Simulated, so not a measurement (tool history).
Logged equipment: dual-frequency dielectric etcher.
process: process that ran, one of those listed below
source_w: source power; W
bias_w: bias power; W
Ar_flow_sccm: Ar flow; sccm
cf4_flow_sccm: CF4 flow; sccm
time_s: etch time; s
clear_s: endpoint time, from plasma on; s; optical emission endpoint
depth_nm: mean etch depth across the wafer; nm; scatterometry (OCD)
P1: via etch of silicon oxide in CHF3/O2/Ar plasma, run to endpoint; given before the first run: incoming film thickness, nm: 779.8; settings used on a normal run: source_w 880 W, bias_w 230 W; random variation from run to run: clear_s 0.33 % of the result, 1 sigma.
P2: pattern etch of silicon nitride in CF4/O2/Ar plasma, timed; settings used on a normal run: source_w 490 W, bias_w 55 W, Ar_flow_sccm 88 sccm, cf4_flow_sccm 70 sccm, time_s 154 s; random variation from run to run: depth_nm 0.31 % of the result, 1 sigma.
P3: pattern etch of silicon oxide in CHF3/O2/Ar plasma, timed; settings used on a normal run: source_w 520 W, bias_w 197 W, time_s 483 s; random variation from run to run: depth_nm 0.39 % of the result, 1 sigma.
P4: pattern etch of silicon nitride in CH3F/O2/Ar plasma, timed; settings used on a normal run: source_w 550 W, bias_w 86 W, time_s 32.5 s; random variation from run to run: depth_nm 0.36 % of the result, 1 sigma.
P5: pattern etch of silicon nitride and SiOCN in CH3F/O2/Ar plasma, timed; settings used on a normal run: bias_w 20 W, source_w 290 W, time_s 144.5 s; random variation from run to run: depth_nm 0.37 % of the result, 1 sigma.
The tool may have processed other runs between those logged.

| run | hour | process | source_w | bias_w | Ar_flow_sccm | cf4_flow_sccm | time_s | clear_s | depth_nm |
|---|---|---|---|---|---|---|---|---|---|
| 1 | 5.6 | P1 | 880 | 230 |  |  |  | 310.76 |  |
| 2 | 16 | P2 | 490 | 75 | 88 | 70 | 154 |  | 326.69 |
| 3 | 22.3 | P1 | 880 | 230 |  |  |  | 310.43 |  |
| 4 | 31.2 | P2 | 600 | 55 | 88 | 70 | 154 |  | 344.15 |
| 5 | 40.7 | P4 | 550 | 61 |  |  | 32.5 |  | 23.801 |
| 6 | 46.4 | P2 | 490 | 55 | 88 | 99 | 154 |  | 301.34 |
| 7 | 51.7 | P5 | 170 | 20 |  |  | 144.5 |  | 14.238 |
| 8 | 56.3 | P1 | 620 | 192 |  |  |  | 376.37 |  |
| 9 | 62.8 | P3 | 520 | 197 |  |  | 483 |  | 912.57 |
| 10 | 72.3 | P2 | 490 | 55 | 88 | 70 | 154 |  | 288.03 |
| 11 | 80.4 | P4 | 550 | 86 |  |  | 32.5 |  | 26.725 |
| 12 | 90.4 | P3 | 520 | 197 |  |  | 483 |  | 910.98 |
| 13 | 99 | P3 | 520 | 197 |  |  | 623.5 |  | 1177.7 |
| 14 | 105.2 | P5 | 290 | 13 |  |  | 144.5 |  | 14.04 |
| 15 | 114.9 | P4 | 550 | 86 |  |  | 45 |  | 36.994 |
| 16 | 120.1 | P4 | 740 | 86 |  |  | 32.5 |  | 30.013 |
| 17 | 125.1 | P1 | 880 | 230 |  |  |  | 310.19 |  |
| 18 | 135 | P1 | 680 | 230 |  |  |  | 342.41 |  |
| 19 | 141.2 | P1 | 880 | 230 |  |  |  | 309.87 |  |
| 20 | 150.2 | P1 | 880 | 230 |  |  |  | 311.81 |  |
| 21 | 158.9 | P1 | 1240 | 230 |  |  |  | 272.27 |  |
| 22 | 168.1 | P5 | 290 | 20 |  |  | 85 |  | 9.9882 |
| 23 | 177.4 | P1 | 880 | 316 |  |  |  | 276.06 |  |
| 24 | 187.1 | P3 | 670 | 197 |  |  | 483 |  | 1004.3 |
| 25 | 196.8 | P1 | 880 | 230 |  |  |  | 311.48 |  |
|  | 197.6 | wet clean of the chamber |
| 26 | 206.3 | P1 | 880 | 150 |  |  |  | 357.1 |  |
| 27 | 215.5 | P3 | 520 | 154 |  |  | 483 |  | 840.69 |
| 28 | 223.4 | P2 | 490 | 55 | 88 | 70 | 117 |  | 219.32 |
| 29 | 231 | P5 | 290 | 20 |  |  | 144.5 |  | 16.818 |
| 30 | 240.3 | P2 | 490 | 55 | 60 | 70 | 154 |  | 303.05 |
| 31 | 247.8 | P1 | 880 | 230 |  |  |  | 308.42 |  |
| 32 | 256.1 | P1 | 880 | 230 |  |  |  | 310.1 |  |
| 33 | 266.3 | P1 | 880 | 230 |  |  |  | 310.7 |  |
| 34 | 271.9 | P1 | 880 | 230 |  |  |  | 311.2 |  |
| 35 | 276.7 | P1 | 880 | 230 |  |  |  | 312.92 |  |
| 36 | 286 | P1 | 880 | 230 |  |  |  | 314.87 |  |
|  | 296.1 | wet clean of the chamber |
| 37 | 296.1 | P1 | 880 | 230 |  |  |  | 313.72 |  |
| 38 | 302.6 | P1 | 880 | 230 |  |  |  | 315.74 |  |
| 39 | 308.8 | P1 | 880 | 230 |  |  |  | 316.63 |  |
| 40 | 316.8 | P1 | 880 | 230 |  |  |  | 314.14 |  |
| 41 | 321.6 | P1 | 880 | 230 |  |  |  | 313.89 |  |
| 42 | 330.7 | P1 | 880 | 230 |  |  |  | 314.02 |  |
| 43 | 339.8 | P1 | 880 | 230 |  |  |  | 315.3 |  |

P1 has crept away from where it was. The log is fitted equally well by each of these 2 causes, at the sizes shown:
A: bias power that arrives under what is set, % = 4.83
B: source power that arrives under what is set, % = 4.36
At approximately hour 256.1, the process output began to creep.
Excluded causes, each with its reason:
chamber walls in a state that lowers the etch rate, %: serviced at hour 296.1, after the drift had started, without restoring the earlier output

Each of the check runs listed below is run on 2 wafers and reports their average, with the results left as question marks. Pick the one under which the possible causes would lead to clearly different results.
| check 1 | 348.9 | P2 | 490 | 55 | 67 | 70 | 154 |  | ? |
| check 2 | 348.9 | P5 | 180 | 15 |  |  | 144.5 |  | ? |
| check 3 | 348.9 | P3 | 620 | 197 |  |  | 483 |  | ? |
| check 4 | 348.9 | P4 | 550 | 62 |  |  | 42.5 |  | ? |

Check results expected under each cause:
| check | result | if A | if B |
|---|---|---|---|
| check 1 | depth_nm | 292.72 | 286.91 |
| check 2 | depth_nm | 12.431 | 12.504 |
| check 3 | depth_nm | 961.49 | 961.36 |
| check 4 | depth_nm | 30.804 | 30.762 |
Distance between the nearest two causes, measured in the result of the check that separates them most: check 1 2.01 %; check 2 0.58 %; check 3 0.01 %; check 4 0.14 %
Check 1 is the one run that separates the causes; every other check would come out nearly the same whichever cause is at work.

Then check 1 was run and gave: depth_nm 292.57 nm. Which cause is it?

It is A: bias power that arrives under what is set, %.
